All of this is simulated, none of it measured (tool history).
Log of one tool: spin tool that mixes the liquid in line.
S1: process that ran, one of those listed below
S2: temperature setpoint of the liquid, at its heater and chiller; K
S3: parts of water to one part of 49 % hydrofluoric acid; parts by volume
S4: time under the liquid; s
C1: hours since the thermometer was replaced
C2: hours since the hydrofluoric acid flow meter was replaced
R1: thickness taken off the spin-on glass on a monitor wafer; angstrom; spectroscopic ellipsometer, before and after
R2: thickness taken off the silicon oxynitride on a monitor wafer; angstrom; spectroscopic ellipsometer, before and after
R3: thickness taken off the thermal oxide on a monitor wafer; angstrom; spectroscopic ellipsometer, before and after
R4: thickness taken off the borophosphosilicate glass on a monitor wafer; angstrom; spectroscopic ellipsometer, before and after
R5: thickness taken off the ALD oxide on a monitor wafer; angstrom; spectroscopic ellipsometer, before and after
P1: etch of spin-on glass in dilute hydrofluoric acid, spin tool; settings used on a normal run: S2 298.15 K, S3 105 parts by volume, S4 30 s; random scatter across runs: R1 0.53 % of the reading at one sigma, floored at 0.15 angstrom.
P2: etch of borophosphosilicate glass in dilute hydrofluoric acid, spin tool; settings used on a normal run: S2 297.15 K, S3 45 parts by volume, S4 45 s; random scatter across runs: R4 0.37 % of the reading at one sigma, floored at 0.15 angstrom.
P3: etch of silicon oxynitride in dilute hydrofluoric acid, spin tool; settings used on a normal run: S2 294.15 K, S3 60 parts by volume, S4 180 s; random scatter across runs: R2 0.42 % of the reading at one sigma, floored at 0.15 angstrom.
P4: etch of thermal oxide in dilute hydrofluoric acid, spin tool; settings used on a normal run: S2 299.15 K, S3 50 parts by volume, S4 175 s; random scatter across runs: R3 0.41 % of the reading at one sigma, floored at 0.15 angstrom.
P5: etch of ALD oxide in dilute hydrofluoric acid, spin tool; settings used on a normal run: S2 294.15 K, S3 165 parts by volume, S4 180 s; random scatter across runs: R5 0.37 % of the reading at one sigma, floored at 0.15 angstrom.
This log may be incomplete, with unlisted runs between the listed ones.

{"run": 1, "hour": 6.4, "S1": "P1", "S2": 298.15, "S3": 105, "S4": 30, "C1": 498.6, "C2": 281.7, "R1": 134.95}
{"run": 2, "hour": 16.2, "S1": "P3", "S2": 294.15, "S3": 60, "S4": 25, "C1": 508.4, "C2": 291.5, "R2": 8.0143}
{"run": 3, "hour": 22.3, "S1": "P3", "S2": 294.15, "S3": 60, "S4": 180, "C1": 514.5, "C2": 297.6, "R2": 59.2}
{"run": 4, "hour": 34.4, "S1": "P1", "S2": 293.65, "S3": 105, "S4": 30, "C1": 526.6, "C2": 309.7, "R1": 112.55}
{"hour": 37.5, "done": "thermometer replaced"}
{"run": 5, "hour": 43.9, "S1": "P1", "S2": 298.15, "S3": 105, "S4": 30, "C1": 6.4, "C2": 319.2, "R1": 133.87}
{"run": 6, "hour": 49.5, "S1": "P4", "S2": 299.15, "S3": 50, "S4": 175, "C1": 12.0, "C2": 324.8, "R3": 180.7}
{"run": 7, "hour": 56.5, "S1": "P2", "S2": 297.15, "S3": 75, "S4": 45, "C1": 19.0, "C2": 331.8, "R4": 331.58}
{"run": 8, "hour": 68.6, "S1": "P5", "S2": 294.15, "S3": 165, "S4": 180, "C1": 31.1, "C2": 343.9, "R5": 125.81}
{"hour": 75.8, "done": "hydrofluoric acid flow meter replaced"}
{"run": 9, "hour": 75.8, "S1": "P1", "S2": 298.15, "S3": 105, "S4": 30, "C1": 38.3, "C2": 0.1, "R1": 136.19}
{"run": 10, "hour": 82.3, "S1": "P1", "S2": 298.15, "S3": 105, "S4": 50, "C1": 44.8, "C2": 6.6, "R1": 226.14}
{"run": 11, "hour": 91.0, "S1": "P5", "S2": 294.15, "S3": 165, "S4": 180, "C1": 53.5, "C2": 15.3, "R5": 126.44}
{"run": 12, "hour": 97.9, "S1": "P1", "S2": 298.15, "S3": 105, "S4": 30, "C1": 60.4, "C2": 22.2, "R1": 134.67}
{"run": 13, "hour": 104.4, "S1": "P3", "S2": 294.15, "S3": 60, "S4": 180, "C1": 66.9, "C2": 28.7, "R2": 59.163}
{"run": 14, "hour": 113.5, "S1": "P1", "S2": 304.65, "S3": 60, "S4": 30, "C1": 76.0, "C2": 37.8, "R1": 322.73}
{"run": 15, "hour": 119.1, "S1": "P1", "S2": 305.65, "S3": 105, "S4": 30, "C1": 81.6, "C2": 43.4, "R1": 180.02}
{"run": 16, "hour": 126.9, "S1": "P2", "S2": 304.15, "S3": 45, "S4": 45, "C1": 89.4, "C2": 51.2, "R4": 759.73}
{"run": 17, "hour": 135.7, "S1": "P1", "S2": 298.15, "S3": 105, "S4": 30, "C1": 98.2, "C2": 60.0, "R1": 137.13}
{"run": 18, "hour": 148.3, "S1": "P5", "S2": 294.15, "S3": 80, "S4": 180, "C1": 110.8, "C2": 72.6, "R5": 288.75}
{"run": 19, "hour": 156.3, "S1": "P5", "S2": 300.65, "S3": 165, "S4": 180, "C1": 118.8, "C2": 80.6, "R5": 161.16}
{"run": 20, "hour": 163.0, "S1": "P4", "S2": 299.15, "S3": 50, "S4": 305, "C1": 125.5, "C2": 87.3, "R3": 316.44}
{"run": 21, "hour": 172.7, "S1": "P4", "S2": 306.15, "S3": 50, "S4": 175, "C1": 135.2, "C2": 97.0, "R3": 239.2}
{"run": 22, "hour": 182.4, "S1": "P2", "S2": 297.15, "S3": 45, "S4": 45, "C1": 144.9, "C2": 106.7, "R4": 579.98}
{"run": 23, "hour": 192.9, "S1": "P4", "S2": 299.15, "S3": 20, "S4": 175, "C1": 155.4, "C2": 117.2, "R3": 473.12}
{"run": 24, "hour": 201.1, "S1": "P1", "S2": 298.15, "S3": 145, "S4": 30, "C1": 163.6, "C2": 125.4, "R1": 92.587}
{"run": 25, "hour": 209.5, "S1": "P5", "S2": 294.15, "S3": 165, "S4": 320, "C1": 172.0, "C2": 133.8, "R5": 224.75}
{"run": 26, "hour": 217.5, "S1": "P1", "S2": 302.65, "S3": 105, "S4": 15, "C1": 180.0, "C2": 141.8, "R1": 80.503}
{"run": 27, "hour": 225.9, "S1": "P3", "S2": 299.65, "S3": 60, "S4": 180, "C1": 188.4, "C2": 150.2, "R2": 76.416}
{"run": 28, "hour": 235.3, "S1": "P1", "S2": 298.15, "S3": 20, "S4": 30, "C1": 197.8, "C2": 159.6, "R1": 793.06}
{"run": 29, "hour": 244.0, "S1": "P1", "S2": 294.65, "S3": 60, "S4": 30, "C1": 206.5, "C2": 168.3, "R1": 216.64}
{"run": 30, "hour": 254.7, "S1": "P3", "S2": 294.15, "S3": 25, "S4": 180, "C1": 217.2, "C2": 179.0, "R2": 145.31}
{"run": 31, "hour": 263.3, "S1": "P1", "S2": 298.15, "S3": 105, "S4": 15, "C1": 225.8, "C2": 187.6, "R1": 67.736}
{"run": 32, "hour": 270.5, "S1": "P2", "S2": 297.15, "S3": 45, "S4": 15, "C1": 233.0, "C2": 194.8, "R4": 190.56}
{"run": 33, "hour": 283.2, "S1": "P1", "S2": 298.15, "S3": 105, "S4": 30, "C1": 245.7, "C2": 207.5, "R1": 135.45}
{"run": 34, "hour": 291.6, "S1": "P1", "S2": 298.15, "S3": 105, "S4": 30, "C1": 254.1, "C2": 215.9, "R1": 130.77}
{"run": 35, "hour": 300.1, "S1": "P1", "S2": 298.15, "S3": 105, "S4": 30, "C1": 262.6, "C2": 224.4, "R1": 128.23}
{"run": 36, "hour": 308.8, "S1": "P1", "S2": 298.15, "S3": 105, "S4": 30, "C1": 271.3, "C2": 233.1, "R1": 126.67}
{"run": 37, "hour": 316.7, "S1": "P1", "S2": 298.15, "S3": 105, "S4": 30, "C1": 279.2, "C2": 241.0, "R1": 126.12}
{"run": 38, "hour": 326.2, "S1": "P1", "S2": 298.15, "S3": 105, "S4": 30, "C1": 288.7, "C2": 250.5, "R1": 126.02}
{"run": 39, "hour": 333.5, "S1": "P1", "S2": 298.15, "S3": 105, "S4": 30, "C1": 296.0, "C2": 257.8, "R1": 125.1}
{"run": 40, "hour": 342.3, "S1": "P1", "S2": 298.15, "S3": 105, "S4": 30, "C1": 304.8, "C2": 266.6, "R1": 125.19}
{"run": 41, "hour": 351.9, "S1": "P1", "S2": 298.15, "S3": 105, "S4": 30, "C1": 314.4, "C2": 276.2, "R1": 124.46}

Run 42 is up next; what results do you expect?
{"run": 42, "hour": 363.0, "S1": "P1", "S2": 298.15, "S3": 105, "S4": 30, "C1": 325.5, "C2": 287.3, "R1": "?"}

R1: 124.420 angstrom
